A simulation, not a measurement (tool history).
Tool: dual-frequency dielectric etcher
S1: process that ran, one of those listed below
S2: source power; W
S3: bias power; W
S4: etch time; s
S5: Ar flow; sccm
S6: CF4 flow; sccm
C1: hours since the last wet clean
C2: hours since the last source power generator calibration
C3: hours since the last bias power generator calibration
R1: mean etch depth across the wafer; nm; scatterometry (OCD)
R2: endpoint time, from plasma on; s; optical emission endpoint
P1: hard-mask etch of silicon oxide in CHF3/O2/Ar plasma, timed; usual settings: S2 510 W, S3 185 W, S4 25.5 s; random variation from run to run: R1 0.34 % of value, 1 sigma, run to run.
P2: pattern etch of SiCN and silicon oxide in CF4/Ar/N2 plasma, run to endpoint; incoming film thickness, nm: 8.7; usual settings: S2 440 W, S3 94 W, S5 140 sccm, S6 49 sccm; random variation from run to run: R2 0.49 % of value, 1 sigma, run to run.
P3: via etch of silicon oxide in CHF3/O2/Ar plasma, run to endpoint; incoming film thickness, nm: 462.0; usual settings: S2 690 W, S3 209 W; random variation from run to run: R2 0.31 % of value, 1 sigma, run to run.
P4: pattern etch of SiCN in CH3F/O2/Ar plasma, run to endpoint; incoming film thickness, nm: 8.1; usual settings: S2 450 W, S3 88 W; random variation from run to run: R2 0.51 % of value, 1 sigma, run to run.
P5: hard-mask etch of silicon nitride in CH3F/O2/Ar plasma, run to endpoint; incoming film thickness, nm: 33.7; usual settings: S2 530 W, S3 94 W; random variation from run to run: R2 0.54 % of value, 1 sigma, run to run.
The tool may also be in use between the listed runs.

Run 1, hour 13.8: S1 P1, S2 510 W, S3 185 W, S4 25.5 s; C1 185.4; C2 2314.6; C3 1230.5. Result: R1 47.576 nm.
Run 2, hour 21.4: S1 P1, S2 510 W, S3 185 W, S4 25.5 s; C1 193.0; C2 2322.2; C3 1238.1. Result: R1 47.452 nm.
Run 3, hour 34.5: S1 P1, S2 510 W, S3 185 W, S4 25.5 s; C1 206.1; C2 2335.3; C3 1251.2. Result: R1 47.335 nm.
Run 4, hour 43.7: S1 P1, S2 510 W, S3 185 W, S4 25.5 s; C1 215.3; C2 2344.5; C3 1260.4. Result: R1 47.835 nm.
Run 5, hour 55.1: S1 P1, S2 670 W, S3 185 W, S4 25.5 s; C1 226.7; C2 2355.9; C3 1271.8. Result: R1 52.847 nm.
Run 6, hour 62.2: S1 P5, S2 430 W, S3 94 W; C1 233.8; C2 2363.0; C3 1278.9. Result: R2 42.6580 s.
Run 7, hour 73.1: S1 P2, S2 440 W, S3 94 W, S5 140 sccm, S6 49 sccm; C1 244.7; C2 2373.9; C3 1289.8. Result: R2 10.2810 s.
Run 8, hour 83.3: S1 P1, S2 510 W, S3 185 W, S4 36.0 s; C1 254.9; C2 2384.1; C3 1300.0. Result: R1 67.223 nm.
Run 9, hour 93.7: S1 P1, S2 510 W, S3 185 W, S4 25.5 s; C1 265.3; C2 2394.5; C3 1310.4. Result: R1 47.757 nm.
Run 10, hour 105.6: S1 P4, S2 450 W, S3 125 W; C1 277.2; C2 2406.4; C3 1322.3. Result: R2 16.7500 s.
Run 11, hour 121.6: S1 P3, S2 690 W, S3 209 W; C1 293.2; C2 2422.4; C3 1338.3. Result: R2 207.8600 s.
Run 12, hour 131.5: S1 P2, S2 600 W, S3 94 W, S5 140 sccm, S6 49 sccm; C1 303.1; C2 2432.3; C3 1348.2. Result: R2 7.8947 s.
Run 13, hour 139.6: S1 P5, S2 530 W, S3 58 W; C1 311.2; C2 2440.4; C3 1356.3. Result: R2 46.3450 s.
Run 14, hour 150.8: S1 P4, S2 450 W, S3 88 W; C1 322.4; C2 2451.6; C3 1367.5. Result: R2 19.1490 s.
Run 15, hour 165.8: S1 P5, S2 530 W, S3 94 W; C1 337.4; C2 2466.6; C3 1382.5. Result: R2 39.3110 s.
At hour 176.9: source power generator calibrated.
Run 16, hour 179.3: S1 P4, S2 630 W, S3 88 W; C1 350.9; C2 2.5; C3 1396.0. Result: R2 16.8190 s.
Run 17, hour 188.6: S1 P2, S2 440 W, S3 94 W, S5 140 sccm, S6 59 sccm; C1 360.2; C2 11.8; C3 1405.3. Result: R2 10.0810 s.
Run 18, hour 203.2: S1 P3, S2 970 W, S3 209 W; C1 374.8; C2 26.4; C3 1419.9. Result: R2 182.4400 s.
Run 19, hour 211.3: S1 P2, S2 440 W, S3 65 W, S5 140 sccm, S6 49 sccm; C1 382.9; C2 34.5; C3 1428.0. Result: R2 11.8030 s.
Run 20, hour 222.8: S1 P2, S2 440 W, S3 94 W, S5 140 sccm, S6 49 sccm; C1 394.4; C2 46.0; C3 1439.5. Result: R2 10.2400 s.
Run 21, hour 232.6: S1 P4, S2 450 W, S3 88 W; C1 404.2; C2 55.8; C3 1449.3. Result: R2 19.1170 s.
Run 22, hour 247.5: S1 P3, S2 690 W, S3 289 W; C1 419.1; C2 70.7; C3 1464.2. Result: R2 184.7300 s.
Run 23, hour 255.2: S1 P1, S2 380 W, S3 185 W, S4 15.0 s; C1 426.8; C2 78.4; C3 1471.9. Result: R1 24.954 nm.
Run 24, hour 270.3: S1 P1, S2 510 W, S3 185 W, S4 14.5 s; C1 441.9; C2 93.5; C3 1487.0. Result: R1 27.033 nm.
Run 25, hour 286.6: S1 P1, S2 510 W, S3 122 W, S4 25.5 s; C1 458.2; C2 109.8; C3 1503.3. Result: R1 41.674 nm.
Run 26, hour 301.7: S1 P3, S2 690 W, S3 209 W; C1 473.3; C2 124.9; C3 1518.4. Result: R2 207.8600 s.
Run 27, hour 313.4: S1 P2, S2 440 W, S3 94 W, S5 191 sccm, S6 49 sccm; C1 485.0; C2 136.6; C3 1530.1. Result: R2 10.6460 s.
Run 28, hour 321.2: S1 P1, S2 390 W, S3 185 W, S4 25.5 s; C1 492.8; C2 144.4; C3 1537.9. Result: R1 43.101 nm.
Run 29, hour 333.1: S1 P1, S2 510 W, S3 185 W, S4 25.5 s; C1 504.7; C2 156.3; C3 1549.8. Result: R1 47.851 nm.
Run 30, hour 342.2: S1 P1, S2 510 W, S3 243 W, S4 25.5 s; C1 513.8; C2 165.4; C3 1558.9. Result: R1 52.807 nm.
Run 31, hour 356.6: S1 P1, S2 510 W, S3 185 W, S4 25.5 s; C1 528.2; C2 179.8; C3 1573.3. Result: R1 47.492 nm.
Run 32, hour 366.1: S1 P1, S2 510 W, S3 185 W, S4 25.5 s; C1 537.7; C2 189.3; C3 1582.8. Result: R1 47.428 nm.
Run 33, hour 375.2: S1 P1, S2 510 W, S3 185 W, S4 25.5 s; C1 546.8; C2 198.4; C3 1591.9. Result: R1 47.031 nm.
Run 34, hour 386.8: S1 P1, S2 510 W, S3 185 W, S4 25.5 s; C1 558.4; C2 210.0; C3 1603.5. Result: R1 47.102 nm.
Run 35, hour 401.1: S1 P1, S2 510 W, S3 185 W, S4 25.5 s; C1 572.7; C2 224.3; C3 1617.8. Result: R1 46.840 nm.
At hour 414.1: wet clean of the chamber.
Run 36, hour 416.9: S1 P1, S2 510 W, S3 185 W, S4 25.5 s; C1 2.9; C2 240.1; C3 1633.6. Result: R1 46.772 nm.
Run 37, hour 427.4: S1 P1, S2 510 W, S3 185 W, S4 25.5 s; C1 13.4; C2 250.6; C3 1644.1. Result: R1 46.863 nm.
Run 38, hour 441.2: S1 P1, S2 510 W, S3 185 W, S4 25.5 s; C1 27.2; C2 264.4; C3 1657.9. Result: R1 46.743 nm.

The log shows P1 creeping away from where it was. Any of the 2 causes listed here, at the size stated for it, fits the log just as well as the others:
A: source power that arrives under what is set, % = 4.44
B: bias power that arrives under what is set, % = 4.95
The creep began at about hour 356.6.
The rest of the possible causes, and what rules out each one:
chamber walls in a state that lowers the etch rate, %: was serviced at hour 414.1, once the creep was under way, yet the earlier output never came back

Which of the check runs below tells the causes apart, meaning the causes would give it clearly different results? Each run uses 3 wafers whose results are averaged, and each result is shown as a question mark.
Run check 1, hour 455.0: S1 P3, S2 880 W, S3 209 W. Result: R2 ?.
Run check 2, hour 455.0: S1 P4, S2 530 W, S3 88 W. Result: R2 ?.
Run check 3, hour 455.0: S1 P5, S2 450 W, S3 65 W. Result: R2 ?.
Run check 4, hour 455.0: S1 P2, S2 440 W, S3 70 W, S5 140 sccm, S6 49 sccm. Result: R2 ?.

Outcome of each check run for each possible cause:
  check  result      if A      if B
check 1      R2  192.3900  192.3300
check 2      R2   18.2920   18.3160
check 3      R2   48.3010   48.2690
check 4      R2   11.9530   11.7100
Smallest distance between any two causes, each pair judged by its most separating result, in per cent: check 1 0.03 %; check 2 0.13 %; check 3 0.07 %; check 4 2.05 %
Of the check runs offered, only check 4 discriminates between the causes; the rest would read about the same regardless of which cause applies.

Then check 4 was run and gave: R2 11.6860 s. Which cause is it?

It is B: bias power that arrives under what is set, %.

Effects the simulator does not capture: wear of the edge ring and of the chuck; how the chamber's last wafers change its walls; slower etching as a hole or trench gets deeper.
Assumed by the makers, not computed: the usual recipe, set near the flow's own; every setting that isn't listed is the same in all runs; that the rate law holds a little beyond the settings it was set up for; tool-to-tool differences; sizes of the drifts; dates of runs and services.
